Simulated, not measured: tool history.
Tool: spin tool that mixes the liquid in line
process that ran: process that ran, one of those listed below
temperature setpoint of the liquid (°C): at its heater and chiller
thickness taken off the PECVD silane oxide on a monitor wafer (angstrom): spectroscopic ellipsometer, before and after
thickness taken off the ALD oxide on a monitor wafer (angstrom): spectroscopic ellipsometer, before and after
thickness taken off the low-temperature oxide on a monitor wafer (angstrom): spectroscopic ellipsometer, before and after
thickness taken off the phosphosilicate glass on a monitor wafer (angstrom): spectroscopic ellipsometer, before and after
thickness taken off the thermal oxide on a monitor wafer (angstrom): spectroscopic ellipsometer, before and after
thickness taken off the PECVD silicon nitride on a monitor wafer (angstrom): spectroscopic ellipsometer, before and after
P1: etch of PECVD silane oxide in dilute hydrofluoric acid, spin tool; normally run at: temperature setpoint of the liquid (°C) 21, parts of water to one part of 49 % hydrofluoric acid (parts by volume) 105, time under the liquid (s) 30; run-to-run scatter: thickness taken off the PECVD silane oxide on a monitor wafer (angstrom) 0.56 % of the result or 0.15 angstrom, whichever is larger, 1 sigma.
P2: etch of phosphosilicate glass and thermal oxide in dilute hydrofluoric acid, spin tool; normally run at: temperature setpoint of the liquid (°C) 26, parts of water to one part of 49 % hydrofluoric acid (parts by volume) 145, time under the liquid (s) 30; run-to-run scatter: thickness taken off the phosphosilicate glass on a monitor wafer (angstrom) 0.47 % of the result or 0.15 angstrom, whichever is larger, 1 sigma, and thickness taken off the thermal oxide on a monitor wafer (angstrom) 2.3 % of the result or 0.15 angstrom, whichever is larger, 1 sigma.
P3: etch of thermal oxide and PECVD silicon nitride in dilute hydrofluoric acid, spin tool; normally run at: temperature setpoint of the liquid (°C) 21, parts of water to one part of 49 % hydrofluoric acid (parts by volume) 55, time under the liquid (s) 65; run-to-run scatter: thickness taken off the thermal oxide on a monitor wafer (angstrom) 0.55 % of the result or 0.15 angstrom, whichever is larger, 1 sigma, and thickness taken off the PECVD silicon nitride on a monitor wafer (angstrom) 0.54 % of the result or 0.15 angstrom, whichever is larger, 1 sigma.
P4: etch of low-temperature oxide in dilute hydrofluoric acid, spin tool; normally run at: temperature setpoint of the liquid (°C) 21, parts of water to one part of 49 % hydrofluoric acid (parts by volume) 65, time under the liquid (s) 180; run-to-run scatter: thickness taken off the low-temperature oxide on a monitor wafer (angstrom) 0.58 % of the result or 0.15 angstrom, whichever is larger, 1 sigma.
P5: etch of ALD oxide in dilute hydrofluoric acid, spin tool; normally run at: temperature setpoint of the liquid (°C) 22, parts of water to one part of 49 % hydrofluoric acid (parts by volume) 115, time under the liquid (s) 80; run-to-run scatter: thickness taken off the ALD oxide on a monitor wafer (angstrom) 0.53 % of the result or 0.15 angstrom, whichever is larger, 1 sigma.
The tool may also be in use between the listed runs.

run   hour  process that ran  temperature setpoint of the liquid (°C)  parts of water to one part of 49 % hydrofluoric acid (parts by volume)  time under the liquid (s)  hours since the thermometer was replaced  hours since the hydrofluoric acid flow meter was replaced  thickness taken off the PECVD silane oxide on a monitor wafer (angstrom)  thickness taken off the ALD oxide on a monitor wafer (angstrom)  thickness taken off the low-temperature oxide on a monitor wafer (angstrom)  thickness taken off the phosphosilicate glass on a monitor wafer (angstrom)  thickness taken off the thermal oxide on a monitor wafer (angstrom)  thickness taken off the PECVD silicon nitride on a monitor wafer (angstrom)
  1    8.3                P1                                       21                                                                     105                         30                                     880.4                                                     1417.3                                                                    87.534
  2   16.1                P1                                       21                                                                     105                         60                                     888.2                                                     1425.1                                                                    174.83
  3   22.7                P5                                       22                                                                     115                         80                                     894.8                                                     1431.7                                                                                                                                     69.832
  4   28.7                P4                                       21                                                                      65                        180                                     900.8                                                     1437.7                                                                                                                                                                                                                  279.63
  5   35.1                P1                                       21                                                                     105                         30                                     907.2                                                     1444.1                                                                    87.189
  6   42.5                P4                                       21                                                                      65                        345                                     914.6                                                     1451.5                                                                                                                                                                                                                  532.43
  7   47.7                P4                                       21                                                                      95                        180                                     919.8                                                     1456.7                                                                                                                                                                                                                  183.26
  8   54.1                P5                                       28                                                                     115                         80                                     926.2                                                     1463.1                                                                                                                                     87.922
  9   59.5                P2                                       18                                                                     145                         30                                     931.6                                                     1468.5                                                                                                                                                                                                                                                                                               264.77                                                               7.1268
 10   67.2                P1                                       21                                                                      65                         60                                     939.3                                                     1476.2                                                                    294.28
 11   76.4                P3                                       21                                                                      55                        130                                     948.5                                                     1485.4                                                                                                                                                                                                                                                                                                                                                                    104.86                                                                       111.26
 12   86.4                P5                                       22                                                                     170                         80                                     958.5                                                     1495.4                                                                                                                                     44.827
 13   93.4                P3                                       21                                                                      55                         65                                     965.5                                                     1502.4                                                                                                                                                                                                                                                                                                                                                                    52.474                                                                       55.555
 14   98.3                P1                                       17                                                                     105                         30                                     970.4                                                     1507.3                                                                    73.907
 15  108.9                P1                                       21                                                                     105                         30                                       981                                                     1517.9                                                                    88.459
 16  118.7                P3                                       21                                                                      85                         65                                     990.8                                                     1527.7                                                                                                                                                                                                                                                                                                                                                                    32.731                                                                       36.399
 17  127.6                P2                                       26                                                                      30                         30                                     999.7                                                     1536.6                                                                                                                                                                                                                                                                                               2025.7                                                               56.889
 18  134.4                P1                                       21                                                                      55                         30                                    1006.5                                                     1543.4                                                                    177.02
 19  142.4                P5                                       22                                                                     115                        155                                    1014.5                                                     1551.4                                                                                                                                     136.24
 20  152.5                P3                                     26.5                                                                      55                         65                                    1024.6                                                     1561.5                                                                                                                                                                                                                                                                                                                                                                    65.959                                                                       80.445
 21  159.3                P1                                       21                                                                     105                         30                                    1031.4                                                     1568.3                                                                    88.749
 22  169.3                P2                                       26                                                                     145                         30                                    1041.4                                                     1578.3                                                                                                                                                                                                                                                                                               359.49                                                               9.9107
 23    180                P1                                       21                                                                     105                         30                                    1052.1                                                       1589                                                                    87.328
 24  189.5                P4                                       29                                                                      65                        180                                    1061.6                                                     1598.5                                                                                                                                                                                                                  378.91
 25  195.9                P1                                     28.5                                                                     105                         30                                      1068                                                     1604.9                                                                    117.61
 26  200.7                P1                                       21                                                                     105                         15                                    1072.8                                                     1609.7                                                                    43.483
 27  205.7                P3                                       21                                                                      55                         65                                    1077.8                                                     1614.7                                                                                                                                                                                                                                                                                                                                                                    52.818                                                                       55.152
 28  213.3                P2                                       26                                                                     145                         15                                    1085.4                                                     1622.3                                                                                                                                                                                                                                                                                                178.9                                                               5.1564
 29  218.1                P1                                       21                                                                     185                         30                                    1090.2                                                     1627.1                                                                    44.911
 30  227.5                P1                                       21                                                                     105                         30                                    1099.6                                                     1636.5                                                                    86.998
 31  236.5                P1                                       21                                                                     105                         30                                    1108.6                                                     1645.5                                                                    90.569
 32  245.2                P1                                       21                                                                     105                         30                                    1117.3                                                     1654.2                                                                    94.114
 33  250.7                P1                                       21                                                                     105                         30                                    1122.8                                                     1659.7                                                                    94.078
 34  260.4                P1                                       21                                                                     105                         30                                    1132.5                                                     1669.4                                                                    93.892
 35  268.5                P1                                       21                                                                     105                         30                                    1140.6                                                     1677.5                                                                    94.929
 36  278.7                P1                                       21                                                                     105                         30                                    1150.8                                                     1687.7                                                                    94.591

What P1 gives has crept away from where it was. These 2 causes fit the log equally well, each at the size given:
A: liquid hotter than its thermometer reads (K) = 2.03
B: hydrofluoric acid flow above the setpoint (%) = 7.57
The creep began at about hour 227.5.

4 check runs are offered, one wafer each, their results left as question marks. Which one tells the causes apart?
check 1  288.9                P5                                     27.5                                                                     155                         80                                                                                                                                                                                                                                               ?
check 2  288.9                P3                                       26                                                                      55                        130                                                                                                                                                                                                                                                                                                                                                                                                                                                                              ?                                                                            ?
check 3  288.9                P2                                       26                                                                      50                         30                                                                                                                                                                                                                                                                                                                                                                                                         ?                                                                    ?
check 4  288.9                P4                                       24                                                                      65                        180                                                                                                                                                                                                                                                                                                                            ?

What each check would give under each cause:
  check                                                                       result    if A    if B
check 1              thickness taken off the ALD oxide on a monitor wafer (angstrom)  65.957    66.8
check 2          thickness taken off the thermal oxide on a monitor wafer (angstrom)  140.35  139.95
check 2  thickness taken off the PECVD silicon nitride on a monitor wafer (angstrom)  177.77  167.12
check 3  thickness taken off the phosphosilicate glass on a monitor wafer (angstrom)  1279.3  1274.6
check 3          thickness taken off the thermal oxide on a monitor wafer (angstrom)  35.508  35.378
check 4  thickness taken off the low-temperature oxide on a monitor wafer (angstrom)   339.3  338.28
How far apart the two closest causes lie, in the result that separates them most: check 1 1.27 %; check 2 6.18 %; check 3 0.37 %; check 4 0.3 %
Only check 2 tells the causes apart: in the others they would give nearly the same result.

Check 2 was then run and gave: thickness taken off the thermal oxide on a monitor wafer (angstrom) 139.74; thickness taken off the PECVD silicon nitride on a monitor wafer (angstrom) 177.72. Which cause is it?

It is A: liquid hotter than its thermometer reads (K).

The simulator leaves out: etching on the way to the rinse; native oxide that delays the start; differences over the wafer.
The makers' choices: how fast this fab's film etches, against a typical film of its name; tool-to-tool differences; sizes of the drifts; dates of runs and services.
